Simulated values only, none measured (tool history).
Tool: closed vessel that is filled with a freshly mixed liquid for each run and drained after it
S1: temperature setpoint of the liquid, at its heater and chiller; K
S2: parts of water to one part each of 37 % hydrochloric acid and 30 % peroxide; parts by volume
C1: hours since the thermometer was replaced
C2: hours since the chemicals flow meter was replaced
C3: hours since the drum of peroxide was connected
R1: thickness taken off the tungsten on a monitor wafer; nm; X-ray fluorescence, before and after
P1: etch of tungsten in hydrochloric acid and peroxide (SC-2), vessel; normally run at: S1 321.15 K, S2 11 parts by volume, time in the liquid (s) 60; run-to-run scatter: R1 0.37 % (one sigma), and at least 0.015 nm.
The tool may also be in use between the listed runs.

Run 1, day 0.162: S1 321.15 K, S2 11 parts by volume, time in the liquid (s) 60; C1 1809.3; C2 236.3; C3 546.3. Result: R1 18.3350 nm.
Run 2, day 0.408: S1 321.15 K, S2 11 parts by volume, time in the liquid (s) 60; C1 1815.2; C2 242.2; C3 552.2. Result: R1 18.4690 nm.
At day 0.650: new drum of peroxide connected.
Run 3, day 0.696: S1 308.15 K, S2 11 parts by volume, time in the liquid (s) 110; C1 1822.1; C2 249.1; C3 1.2. Result: R1 13.5110 nm.
Run 4, day 0.912: S1 321.15 K, S2 19 parts by volume, time in the liquid (s) 60; C1 1827.3; C2 254.3; C3 6.4. Result: R1 11.4370 nm.
Run 5, day 1.183: S1 336.65 K, S2 11 parts by volume, time in the liquid (s) 30; C1 1833.8; C2 260.8; C3 12.9. Result: R1 25.1380 nm.
Run 6, day 1.358: S1 310.15 K, S2 15 parts by volume, time in the liquid (s) 60; C1 1838.0; C2 265.0; C3 17.1. Result: R1 6.5362 nm.
Run 7, day 1.500: S1 321.15 K, S2 4 parts by volume, time in the liquid (s) 60; C1 1841.4; C2 268.4; C3 20.5. Result: R1 39.3960 nm.
Run 8, day 1.762: S1 336.65 K, S2 11 parts by volume, time in the liquid (s) 60; C1 1847.7; C2 274.7; C3 26.8. Result: R1 50.2040 nm.
At day 1.917: thermometer replaced.
Run 9, day 2.029: S1 311.15 K, S2 11 parts by volume, time in the liquid (s) 60; C1 2.8; C2 281.1; C3 33.2. Result: R1 9.1717 nm.
Run 10, day 2.204: S1 321.15 K, S2 11 parts by volume, time in the liquid (s) 30; C1 7.0; C2 285.3; C3 37.4. Result: R1 9.2285 nm.
Run 11, day 2.492: S1 321.15 K, S2 11 parts by volume, time in the liquid (s) 60; C1 13.9; C2 292.2; C3 44.3. Result: R1 18.4550 nm.
Run 12, day 2.721: S1 321.15 K, S2 11 parts by volume, time in the liquid (s) 60; C1 19.4; C2 297.7; C3 49.8. Result: R1 18.4000 nm.
Run 13, day 2.875: S1 321.15 K, S2 11 parts by volume, time in the liquid (s) 60; C1 23.1; C2 301.4; C3 53.5. Result: R1 18.4900 nm.
Run 14, day 3.129: S1 321.15 K, S2 11 parts by volume, time in the liquid (s) 100; C1 29.2; C2 307.5; C3 59.6. Result: R1 30.7270 nm.
Run 15, day 3.312: S1 321.15 K, S2 11 parts by volume, time in the liquid (s) 60; C1 33.6; C2 311.9; C3 64.0. Result: R1 18.5010 nm.
Run 16, day 3.512: S1 321.15 K, S2 11 parts by volume, time in the liquid (s) 60; C1 38.4; C2 316.7; C3 68.8. Result: R1 19.0050 nm.
Run 17, day 3.700: S1 321.15 K, S2 11 parts by volume, time in the liquid (s) 60; C1 42.9; C2 321.2; C3 73.3. Result: R1 19.3230 nm.
Run 18, day 3.850: S1 321.15 K, S2 11 parts by volume, time in the liquid (s) 60; C1 46.5; C2 324.8; C3 76.9. Result: R1 19.6670 nm.
Run 19, day 4.071: S1 321.15 K, S2 11 parts by volume, time in the liquid (s) 60; C1 51.8; C2 330.1; C3 82.2. Result: R1 19.5020 nm.
Run 20, day 4.279: S1 321.15 K, S2 11 parts by volume, time in the liquid (s) 60; C1 56.8; C2 335.1; C3 87.2. Result: R1 19.7710 nm.
Run 21, day 4.417: S1 321.15 K, S2 11 parts by volume, time in the liquid (s) 60; C1 60.1; C2 338.4; C3 90.5. Result: R1 19.6890 nm.

Run 22 comes next. What will it give?
Run 22, day 4.671: S1 321.15 K, S2 11 parts by volume, time in the liquid (s) 60; C1 66.2; C2 344.5; C3 96.6. Result: R1 ?.

Run 22 gave R1 19.7410 nm.

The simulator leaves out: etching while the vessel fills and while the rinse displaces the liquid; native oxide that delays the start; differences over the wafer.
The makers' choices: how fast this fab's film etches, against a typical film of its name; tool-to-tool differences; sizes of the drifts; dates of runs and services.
